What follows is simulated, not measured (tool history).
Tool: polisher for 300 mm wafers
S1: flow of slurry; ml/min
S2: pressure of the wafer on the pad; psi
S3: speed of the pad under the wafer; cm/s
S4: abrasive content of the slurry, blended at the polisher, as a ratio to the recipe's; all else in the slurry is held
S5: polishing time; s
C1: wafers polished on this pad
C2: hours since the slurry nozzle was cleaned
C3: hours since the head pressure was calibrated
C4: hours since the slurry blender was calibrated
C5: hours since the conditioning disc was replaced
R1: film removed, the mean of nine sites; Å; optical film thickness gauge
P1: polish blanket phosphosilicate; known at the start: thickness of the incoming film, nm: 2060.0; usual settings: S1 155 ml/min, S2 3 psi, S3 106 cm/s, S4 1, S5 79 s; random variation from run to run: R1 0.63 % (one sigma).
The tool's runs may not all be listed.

run	day	S1	S2	S3	S4	S5	C1	C2	C3	C4	C5	R1
1	0.517	155	3	106	1	79	534	166.6	120.6	234	231	5922
2	0.804	155	3	106	1	79	584	173.5	127.5	240.9	237.9	5930.4
# day 1.046: slurry nozzle cleaned
3	1.4	155	1.7	106	1	79	686	8.5	141.8	255.2	252.2	3371.7
4	1.967	155	3	70	1	79	783	22.1	155.4	268.8	265.8	4252.2
5	2.271	155	3	106	1	79	836	29.4	162.7	276.1	273.1	5931.4
6	2.846	155	3	168	1	79	934	43.2	176.5	289.9	286.9	8566.5
7	3.15	200	3	130	1	79	986	50.5	183.8	297.2	294.2	7259.8
8	3.771	245	3	106	1	79	1093	65.4	198.7	312.1	309.1	6342.3
9	4.338	155	3	106	1	125	1190	79	212.3	325.7	322.7	9332
10	4.771	155	3	106	1.45	79	1265	89.4	222.7	336.1	333.1	6887.3
11	5.388	155	3	106	1	79	1371	104.2	237.5	350.9	347.9	5846.3
12	5.808	155	3	106	1	79	1443	114.3	247.6	361	358	5879.1
13	6.25	100	3	106	1	79	1519	124.9	258.2	371.6	368.6	5420.3
14	6.842	155	3	106	0.75	79	1620	139.1	272.4	385.8	382.8	5132.9
15	7.271	155	3	106	1	49	1694	149.4	282.7	396.1	393.1	3673.2
16	7.733	155	4.4	106	1	79	1773	160.5	293.8	407.2	404.2	8693.2
17	8.242	155	3	106	1	79	1860	172.7	306	419.4	416.4	5918
18	8.629	155	3	106	1	79	1927	182	315.3	428.7	425.7	5640
19	8.942	155	3	106	1	79	1981	189.5	322.8	436.2	433.2	5478
# day 9.292: conditioning disc replaced and pad reconditioned
20	9.342	155	3	106	1	79	2049	199.1	332.4	445.8	1.2	5512.4
# day 9.35: head pressure recalibrated
# day 9.65: worn pad replaced by a new one
21	9.708	155	3	106	1	79	10	207.9	8.7	454.6	10	5389.3
22	10.05	155	3	106	1	79	69	216.1	16.9	462.8	18.2	5325.5
23	10.654	155	3	106	1	79	172	230.6	31.4	477.3	32.7	5473.3

What P1 gives has crept away from where it was. These 2 causes fit the log equally well, each at the size given:
A: slurry flow missing at the pad, % = 36.1
B: abrasive missing from the slurry, % = 17.7
The creep began at about day 8.242.
Why every other cause is out:
removal rate lost through wear of the pad, %: serviced at day 9.65, which brought nothing back
head's pressure below its setpoint, %: serviced at day 9.35, which brought nothing back
time polished since the conditioner stopped cutting, s: serviced at day 9.292, which brought nothing back

4 check runs are offered, each on 5 wafers whose results are averaged, their results left as question marks. Which one tells the causes apart?
check 1	11.258	155	3.6	106	1	122						?
check 2	11.258	210	3	106	1	79						?
check 3	11.258	155	3.7	106	1	79						?
check 4	11.258	155	3	106	1	101						?

What each check would give under each cause:
check	result	if A	if B
check 1	R1	9978.2	9976.6
check 2	R1	5758.3	5628.8
check 3	R1	6640.8	6639.7
check 4	R1	6883.8	6882.7
How far apart the two closest causes lie, in the result that separates them most: check 1 0.02 %; check 2 2.28 %; check 3 0.02 %; check 4 0.02 %
Only check 2 tells the causes apart: in the others they would give nearly the same result.

Check 2 was then run and gave: R1 5624.7 Å. Which cause is it?

It is B: abrasive missing from the slurry, %.
